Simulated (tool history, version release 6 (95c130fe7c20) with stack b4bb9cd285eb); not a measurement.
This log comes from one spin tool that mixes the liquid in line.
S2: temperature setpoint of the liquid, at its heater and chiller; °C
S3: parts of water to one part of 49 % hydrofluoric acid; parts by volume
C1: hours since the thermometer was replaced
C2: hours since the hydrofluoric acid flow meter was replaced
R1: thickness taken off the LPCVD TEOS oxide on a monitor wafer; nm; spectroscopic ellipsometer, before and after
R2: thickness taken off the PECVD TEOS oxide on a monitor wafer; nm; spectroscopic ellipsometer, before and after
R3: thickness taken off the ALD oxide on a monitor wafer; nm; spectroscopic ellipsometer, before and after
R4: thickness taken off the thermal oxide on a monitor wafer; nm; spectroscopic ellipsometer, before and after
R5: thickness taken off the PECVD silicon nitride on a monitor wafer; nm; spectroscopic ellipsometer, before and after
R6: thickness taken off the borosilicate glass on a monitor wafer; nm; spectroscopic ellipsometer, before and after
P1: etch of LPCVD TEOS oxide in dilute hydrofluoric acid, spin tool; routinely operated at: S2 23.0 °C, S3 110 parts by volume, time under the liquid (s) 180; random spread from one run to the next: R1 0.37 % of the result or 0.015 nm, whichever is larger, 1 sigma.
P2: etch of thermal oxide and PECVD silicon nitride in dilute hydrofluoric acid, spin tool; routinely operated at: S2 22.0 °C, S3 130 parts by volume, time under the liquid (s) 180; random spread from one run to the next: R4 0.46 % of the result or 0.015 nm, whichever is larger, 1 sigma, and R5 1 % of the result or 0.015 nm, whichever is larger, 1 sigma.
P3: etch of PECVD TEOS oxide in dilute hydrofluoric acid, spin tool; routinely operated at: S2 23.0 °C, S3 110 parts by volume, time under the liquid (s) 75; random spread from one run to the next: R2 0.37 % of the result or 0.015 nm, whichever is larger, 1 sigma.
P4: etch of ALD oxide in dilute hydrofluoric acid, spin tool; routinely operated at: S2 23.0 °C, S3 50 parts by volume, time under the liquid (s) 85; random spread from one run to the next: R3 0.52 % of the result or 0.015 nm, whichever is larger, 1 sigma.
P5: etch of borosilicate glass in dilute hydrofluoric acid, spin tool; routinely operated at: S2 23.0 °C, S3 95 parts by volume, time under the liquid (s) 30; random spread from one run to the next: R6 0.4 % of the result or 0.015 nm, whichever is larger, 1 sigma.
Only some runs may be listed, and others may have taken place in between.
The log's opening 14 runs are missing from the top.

{"run": 15, "day": 8.383, "process that ran": "P5", "S2": 23.0, "S3": 95, "time under the liquid (s)": 30, "C1": 719.1, "C2": 781.2, "R6": 9.2898}
{"run": 16, "day": 9.1, "process that ran": "P4", "S2": 23.0, "S3": 50, "time under the liquid (s)": 160, "C1": 736.3, "C2": 798.4, "R3": 35.024}
{"run": 17, "day": 9.608, "process that ran": "P1", "S2": 23.0, "S3": 110, "time under the liquid (s)": 280, "C1": 748.5, "C2": 810.6, "R1": 52.084}
{"run": 18, "day": 10.062, "process that ran": "P2", "S2": 22.0, "S3": 130, "time under the liquid (s)": 180, "C1": 759.4, "C2": 821.5, "R4": 5.9041, "R5": 2.0266}
{"run": 19, "day": 10.788, "process that ran": "P3", "S2": 23.0, "S3": 110, "time under the liquid (s)": 75, "C1": 776.8, "C2": 838.9, "R2": 5.7547}
{"run": 20, "day": 11.125, "process that ran": "P4", "S2": 23.0, "S3": 75, "time under the liquid (s)": 85, "C1": 784.9, "C2": 847.0, "R3": 12.139}
{"run": 21, "day": 11.65, "process that ran": "P3", "S2": 23.0, "S3": 110, "time under the liquid (s)": 75, "C1": 797.5, "C2": 859.6, "R2": 5.7679}
{"run": 22, "day": 12.242, "process that ran": "P2", "S2": 29.5, "S3": 130, "time under the liquid (s)": 180, "C1": 811.7, "C2": 873.8, "R4": 7.914, "R5": 3.2719}
{"run": 23, "day": 12.654, "process that ran": "P1", "S2": 23.0, "S3": 150, "time under the liquid (s)": 330, "C1": 821.6, "C2": 883.7, "R1": 42.785}
{"run": 24, "day": 13.275, "process that ran": "P1", "S2": 23.0, "S3": 110, "time under the liquid (s)": 180, "C1": 836.5, "C2": 898.6, "R1": 33.393}
{"run": 25, "day": 13.783, "process that ran": "P4", "S2": 23.0, "S3": 50, "time under the liquid (s)": 85, "C1": 848.7, "C2": 910.8, "R3": 18.939}
{"run": 26, "day": 14.533, "process that ran": "P5", "S2": 23.0, "S3": 180, "time under the liquid (s)": 30, "C1": 866.7, "C2": 928.8, "R6": 4.4376}
{"run": 27, "day": 14.858, "process that ran": "P1", "S2": 17.0, "S3": 110, "time under the liquid (s)": 75, "C1": 874.5, "C2": 936.6, "R1": 10.918}
{"run": 28, "day": 15.379, "process that ran": "P5", "S2": 23.0, "S3": 95, "time under the liquid (s)": 60, "C1": 887.0, "C2": 949.1, "R6": 18.587}
{"run": 29, "day": 15.912, "process that ran": "P3", "S2": 23.0, "S3": 160, "time under the liquid (s)": 75, "C1": 899.8, "C2": 961.9, "R2": 3.7671}
{"run": 30, "day": 16.408, "process that ran": "P3", "S2": 30.0, "S3": 110, "time under the liquid (s)": 75, "C1": 911.7, "C2": 973.8, "R2": 7.5243}

For run 31, what comes out?
{"run": 31, "day": 17.142, "process that ran": "P2", "S2": 22.0, "S3": 130, "time under the liquid (s)": 60, "C1": 929.3, "C2": 991.4, "R4": "?", "R5": "?"}

R4: 1.9879 nm
R5: 0.68259 nm
